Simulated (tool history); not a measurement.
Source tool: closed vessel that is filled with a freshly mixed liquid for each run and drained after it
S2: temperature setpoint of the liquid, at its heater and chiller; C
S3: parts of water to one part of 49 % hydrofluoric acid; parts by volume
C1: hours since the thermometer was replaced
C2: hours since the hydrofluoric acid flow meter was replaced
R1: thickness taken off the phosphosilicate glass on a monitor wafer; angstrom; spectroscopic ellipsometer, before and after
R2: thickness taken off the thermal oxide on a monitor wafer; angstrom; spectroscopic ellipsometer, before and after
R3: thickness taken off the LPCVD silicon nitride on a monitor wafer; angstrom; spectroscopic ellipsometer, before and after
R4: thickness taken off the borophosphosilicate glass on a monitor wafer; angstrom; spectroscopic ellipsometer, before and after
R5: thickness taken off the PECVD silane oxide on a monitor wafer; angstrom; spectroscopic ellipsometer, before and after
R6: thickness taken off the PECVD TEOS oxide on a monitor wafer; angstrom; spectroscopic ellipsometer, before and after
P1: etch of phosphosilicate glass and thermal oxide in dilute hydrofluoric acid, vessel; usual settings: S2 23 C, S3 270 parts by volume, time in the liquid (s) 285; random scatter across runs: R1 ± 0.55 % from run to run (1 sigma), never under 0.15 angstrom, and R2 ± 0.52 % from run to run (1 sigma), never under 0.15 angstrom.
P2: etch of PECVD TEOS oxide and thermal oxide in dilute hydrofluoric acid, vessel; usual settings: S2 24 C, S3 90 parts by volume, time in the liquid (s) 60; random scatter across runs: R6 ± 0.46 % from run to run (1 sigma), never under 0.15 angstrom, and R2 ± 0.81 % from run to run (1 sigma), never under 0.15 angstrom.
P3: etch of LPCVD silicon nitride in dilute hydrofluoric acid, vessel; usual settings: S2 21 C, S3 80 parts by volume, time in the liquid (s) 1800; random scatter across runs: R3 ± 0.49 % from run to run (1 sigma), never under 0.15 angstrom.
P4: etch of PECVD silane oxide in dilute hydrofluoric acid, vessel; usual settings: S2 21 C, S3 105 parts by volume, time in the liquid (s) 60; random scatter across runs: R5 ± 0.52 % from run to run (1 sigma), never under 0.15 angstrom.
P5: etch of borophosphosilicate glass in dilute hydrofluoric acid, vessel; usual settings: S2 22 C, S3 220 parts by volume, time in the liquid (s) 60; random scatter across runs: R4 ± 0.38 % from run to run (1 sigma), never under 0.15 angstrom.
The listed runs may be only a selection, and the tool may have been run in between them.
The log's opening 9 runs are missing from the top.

{"run": 10, "day": 3.321, "process that ran": "P1", "S2": 23, "S3": 270, "time in the liquid (s)": 570, "C1": 920.8, "C2": 1763.2, "R1": 999.58, "R2": 78.411}
{"run": 11, "day": 3.617, "process that ran": "P2", "S2": 28.5, "S3": 90, "time in the liquid (s)": 60, "C1": 927.9, "C2": 1770.3, "R2": 38.68, "R6": 95.73}
{"run": 12, "day": 3.892, "process that ran": "P1", "S2": 23, "S3": 270, "time in the liquid (s)": 285, "C1": 934.5, "C2": 1776.9, "R1": 497.6, "R2": 39.715}
{"run": 13, "day": 4.154, "process that ran": "P1", "S2": 30.5, "S3": 270, "time in the liquid (s)": 285, "C1": 940.8, "C2": 1783.2, "R1": 645.98, "R2": 50.483}
{"run": 14, "day": 4.417, "process that ran": "P1", "S2": 23, "S3": 270, "time in the liquid (s)": 80, "C1": 947.1, "C2": 1789.5, "R1": 140.11, "R2": 11.069}
{"run": 15, "day": 4.679, "process that ran": "P3", "S2": 27.5, "S3": 80, "time in the liquid (s)": 1800, "C1": 953.4, "C2": 1795.8, "R3": 122.68}
{"run": 16, "day": 4.979, "process that ran": "P4", "S2": 21, "S3": 105, "time in the liquid (s)": 60, "C1": 960.6, "C2": 1803, "R5": 260.48}
{"run": 17, "day": 5.346, "process that ran": "P1", "S2": 23, "S3": 395, "time in the liquid (s)": 285, "C1": 969.4, "C2": 1811.8, "R1": 304.23, "R2": 24.274}
{"run": 18, "day": 5.762, "process that ran": "P5", "S2": 22, "S3": 220, "time in the liquid (s)": 60, "C1": 979.4, "C2": 1821.8, "R4": 133.68}
{"run": 19, "day": 6.083, "process that ran": "P1", "S2": 23, "S3": 270, "time in the liquid (s)": 285, "C1": 987.1, "C2": 1829.5, "R1": 499.9, "R2": 39.073}

Expected results for the next run?
{"run": 20, "day": 6.438, "process that ran": "P3", "S2": 21, "S3": 80, "time in the liquid (s)": 550, "C1": 995.6, "C2": 1838, "R3": "?"}

{"run 20": {"R3": 24.533}}
